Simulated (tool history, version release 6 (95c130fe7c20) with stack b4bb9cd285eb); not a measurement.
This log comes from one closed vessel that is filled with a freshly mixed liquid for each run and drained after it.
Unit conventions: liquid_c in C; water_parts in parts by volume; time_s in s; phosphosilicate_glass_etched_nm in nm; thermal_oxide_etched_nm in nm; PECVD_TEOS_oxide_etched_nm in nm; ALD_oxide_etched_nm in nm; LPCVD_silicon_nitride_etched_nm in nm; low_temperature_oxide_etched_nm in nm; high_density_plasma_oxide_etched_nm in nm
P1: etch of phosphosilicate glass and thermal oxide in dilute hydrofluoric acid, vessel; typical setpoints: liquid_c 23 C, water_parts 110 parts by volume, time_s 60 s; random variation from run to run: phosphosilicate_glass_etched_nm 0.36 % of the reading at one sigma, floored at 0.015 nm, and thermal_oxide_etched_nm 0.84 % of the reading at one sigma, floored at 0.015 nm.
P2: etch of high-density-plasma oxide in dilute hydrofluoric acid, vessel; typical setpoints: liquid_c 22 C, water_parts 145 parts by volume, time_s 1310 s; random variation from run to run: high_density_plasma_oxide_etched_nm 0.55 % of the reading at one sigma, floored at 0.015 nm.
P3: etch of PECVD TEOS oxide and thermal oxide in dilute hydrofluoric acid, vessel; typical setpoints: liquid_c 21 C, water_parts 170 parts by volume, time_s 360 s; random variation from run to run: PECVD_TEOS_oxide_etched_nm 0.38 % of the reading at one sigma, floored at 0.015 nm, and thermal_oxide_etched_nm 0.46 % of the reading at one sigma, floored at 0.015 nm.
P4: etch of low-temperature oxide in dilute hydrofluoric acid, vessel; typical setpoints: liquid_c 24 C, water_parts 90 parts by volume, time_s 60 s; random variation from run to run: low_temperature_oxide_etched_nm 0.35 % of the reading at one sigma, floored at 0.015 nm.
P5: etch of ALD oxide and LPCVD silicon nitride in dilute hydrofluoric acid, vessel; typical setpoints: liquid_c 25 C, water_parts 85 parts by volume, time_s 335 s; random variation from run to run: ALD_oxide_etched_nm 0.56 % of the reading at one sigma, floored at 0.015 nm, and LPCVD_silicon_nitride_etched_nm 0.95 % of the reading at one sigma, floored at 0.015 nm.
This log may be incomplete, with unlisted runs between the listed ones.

| run | hour | process | liquid_c | water_parts | time_s | hours since the thermometer was replaced | hours since the hydrofluoric acid flow meter was replaced | phosphosilicate_glass_etched_nm | thermal_oxide_etched_nm | PECVD_TEOS_oxide_etched_nm | ALD_oxide_etched_nm | LPCVD_silicon_nitride_etched_nm | low_temperature_oxide_etched_nm | high_density_plasma_oxide_etched_nm |
|---|---|---|---|---|---|---|---|---|---|---|---|---|---|---|
| 1 | 7.7 | P1 | 23 | 110 | 60 | 942.8 | 1201.9 | 31.17 | 2.3111 |  |  |  |  |  |
| 2 | 18.7 | P1 | 23 | 110 | 60 | 953.8 | 1212.9 | 31.176 | 2.3242 |  |  |  |  |  |
| 3 | 29.1 | P3 | 21 | 75 | 360 | 964.2 | 1223.3 |  | 20.181 | 102.26 |  |  |  |  |
| 4 | 36 | P1 | 23 | 110 | 60 | 971.1 | 1230.2 | 31.071 | 2.3365 |  |  |  |  |  |
| 5 | 43.8 | P5 | 25 | 85 | 335 | 978.9 | 1238 |  |  |  | 41.01 | 2.4853 |  |  |
| 6 | 55.8 | P1 | 23 | 110 | 95 | 990.9 | 1250 | 49.315 | 3.6437 |  |  |  |  |  |
| 7 | 62.2 | P5 | 25 | 85 | 595 | 997.3 | 1256.4 |  |  |  | 73.621 | 4.3595 |  |  |
| 8 | 74.2 | P5 | 25 | 85 | 335 | 1009.3 | 1268.4 |  |  |  | 41.139 | 2.4588 |  |  |
| 9 | 82.6 | P3 | 21 | 170 | 605 | 1017.7 | 1276.8 |  | 13.48 | 68.407 |  |  |  |  |
| 10 | 89.5 | P4 | 24 | 150 | 60 | 1024.6 | 1283.7 |  |  |  |  |  | 11.658 |  |
| 11 | 99.4 | P1 | 17 | 50 | 60 | 1034.5 | 1293.6 | 57.137 | 4.2875 |  |  |  |  |  |
| 12 | 106.7 | P3 | 21 | 170 | 360 | 1041.8 | 1300.9 |  | 7.9964 | 40.804 |  |  |  |  |
| 13 | 114.2 | P1 | 23 | 110 | 30 | 1049.3 | 1308.4 | 15.562 | 1.152 |  |  |  |  |  |
| 14 | 123 | P1 | 30 | 170 | 60 | 1058.1 | 1317.2 | 24.399 | 1.857 |  |  |  |  |  |
| 15 | 132 | P1 | 23 | 110 | 60 | 1067.1 | 1326.2 | 31.066 | 2.2859 |  |  |  |  |  |
| 16 | 140.1 | P2 | 28 | 145 | 1310 | 1075.2 | 1334.3 |  |  |  |  |  |  | 52.764 |
| 17 | 149.3 | P4 | 24 | 90 | 60 | 1084.4 | 1343.5 |  |  |  |  |  | 20.84 |  |
| 18 | 159.7 | P2 | 22 | 145 | 1310 | 1094.8 | 1353.9 |  |  |  |  |  |  | 41.909 |
| 19 | 168.2 | P1 | 23 | 110 | 60 | 1103.3 | 1362.4 | 31.15 | 2.3502 |  |  |  |  |  |
| 20 | 180 | P1 | 17.5 | 110 | 60 | 1115.1 | 1374.2 | 24.893 | 1.8493 |  |  |  |  |  |
| 21 | 187.5 | P5 | 25 | 150 | 335 | 1122.6 | 1381.7 |  |  |  | 21.656 | 1.4051 |  |  |
| 22 | 197.8 | P1 | 23 | 25 | 60 | 1132.9 | 1392 | 151.4 | 11.421 |  |  |  |  |  |
| 23 | 204.9 | P1 | 30.5 | 110 | 60 | 1140 | 1399.1 | 41.556 | 3.0706 |  |  |  |  |  |
| 24 | 210.8 | P3 | 21 | 170 | 360 | 1145.9 | 1405 |  | 8.0261 | 40.282 |  |  |  |  |
| 25 | 219.4 | P2 | 22 | 145 | 1310 | 1154.5 | 1413.6 |  |  |  |  |  |  | 41.778 |
| 26 | 225.3 | P1 | 23 | 110 | 60 | 1160.4 | 1419.5 | 31.11 | 2.3057 |  |  |  |  |  |
| 27 | 237.2 | P1 | 23 | 170 | 60 | 1172.3 | 1431.4 | 18.826 | 1.4355 |  |  |  |  |  |
| 28 | 248.1 | P2 | 22 | 70 | 1310 | 1183.2 | 1442.3 |  |  |  |  |  |  | 95.036 |
| 29 | 256.4 | P3 | 17 | 170 | 360 | 1191.5 | 1450.6 |  | 6.8532 | 34.688 |  |  |  |  |
| 30 | 268.4 | P4 | 24 | 90 | 95 | 1203.5 | 1462.6 |  |  |  |  |  | 32.964 |  |
| 31 | 279.5 | P5 | 32 | 85 | 335 | 1214.6 | 1473.7 |  |  |  | 53.421 | 3.7766 |  |  |
| 32 | 291.8 | P1 | 23 | 165 | 30 | 1226.9 | 1486 | 9.7405 | 0.70862 |  |  |  |  |  |
| 33 | 301.7 | P4 | 19.5 | 90 | 60 | 1236.8 | 1495.9 |  |  |  |  |  | 17.242 |  |
| 34 | 307.7 | P2 | 22 | 145 | 2250 | 1242.8 | 1501.9 |  |  |  |  |  |  | 72.254 |
| 35 | 318.1 | P1 | 23 | 110 | 60 | 1253.2 | 1512.3 | 31.109 | 2.3063 |  |  |  |  |  |
| 36 | 326.4 | P1 | 23 | 110 | 60 | 1261.5 | 1520.6 | 31.954 | 2.4114 |  |  |  |  |  |
| 37 | 338.8 | P1 | 23 | 110 | 60 | 1273.9 | 1533 | 32.558 | 2.4629 |  |  |  |  |  |
| 38 | 344.3 | P1 | 23 | 110 | 60 | 1279.4 | 1538.5 | 32.87 | 2.4517 |  |  |  |  |  |
| 39 | 352 | P1 | 23 | 110 | 60 | 1287.1 | 1546.2 | 33.095 | 2.4886 |  |  |  |  |  |
| 40 | 361.3 | P1 | 23 | 110 | 60 | 1296.4 | 1555.5 | 32.895 | 2.4796 |  |  |  |  |  |
| 41 | 372 | P1 | 23 | 110 | 60 | 1307.1 | 1566.2 | 33.14 | 2.4559 |  |  |  |  |  |
| 42 | 377.9 | P1 | 23 | 110 | 60 | 1313 | 1572.1 | 33.327 | 2.4931 |  |  |  |  |  |

The output of P1 has drifted from where it used to be. Each of the 2 causes below, taken at the size shown beside it, accounts for the log equally well:
A: liquid hotter than its thermometer reads (K) = 1.6
B: hydrofluoric acid flow above the setpoint (%) = 5.74
The creep began at about hour 318.1.

Each of the check runs listed below is run on 3 wafers and reports their average, with the results left as question marks. Pick the one under which the possible causes would lead to clearly different results.
| check 1 | 383.8 | P3 | 21 | 170 | 360 |  |  |  | ? | ? |  |  |  |  |
| check 2 | 383.8 | P4 | 24 | 90 | 60 |  |  |  |  |  |  |  | ? |  |
| check 3 | 383.8 | P5 | 25 | 85 | 335 |  |  |  |  |  | ? | ? |  |  |
| check 4 | 383.8 | P2 | 22 | 145 | 1310 |  |  |  |  |  |  |  |  | ? |

Expected result of each check under each candidate cause:
| check | result | if A | if B |
|---|---|---|---|
| check 1 | thermal_oxide_etched_nm | 8.5456 | 8.5776 |
| check 1 | PECVD_TEOS_oxide_etched_nm | 43.226 | 43.388 |
| check 2 | low_temperature_oxide_etched_nm | 22.229 | 22.198 |
| check 3 | ALD_oxide_etched_nm | 43.842 | 43.782 |
| check 3 | LPCVD_silicon_nitride_etched_nm | 2.7251 | 2.5934 |
| check 4 | high_density_plasma_oxide_etched_nm | 44.678 | 44.784 |
Per check, the gap between the least separated pair of causes, taken in the result that splits them most: check 1 0.37 %; check 2 0.14 %; check 3 4.95 %; check 4 0.24 %
The other checks would show nearly matching results whichever cause is true, so check 3 is the only one that separates the causes.

After running check 3, the following was obtained: ALD_oxide_etched_nm 43.913 nm; LPCVD_silicon_nitride_etched_nm 2.5976 nm. Which cause does this point to?

The cause is B: hydrofluoric acid flow above the setpoint (%).

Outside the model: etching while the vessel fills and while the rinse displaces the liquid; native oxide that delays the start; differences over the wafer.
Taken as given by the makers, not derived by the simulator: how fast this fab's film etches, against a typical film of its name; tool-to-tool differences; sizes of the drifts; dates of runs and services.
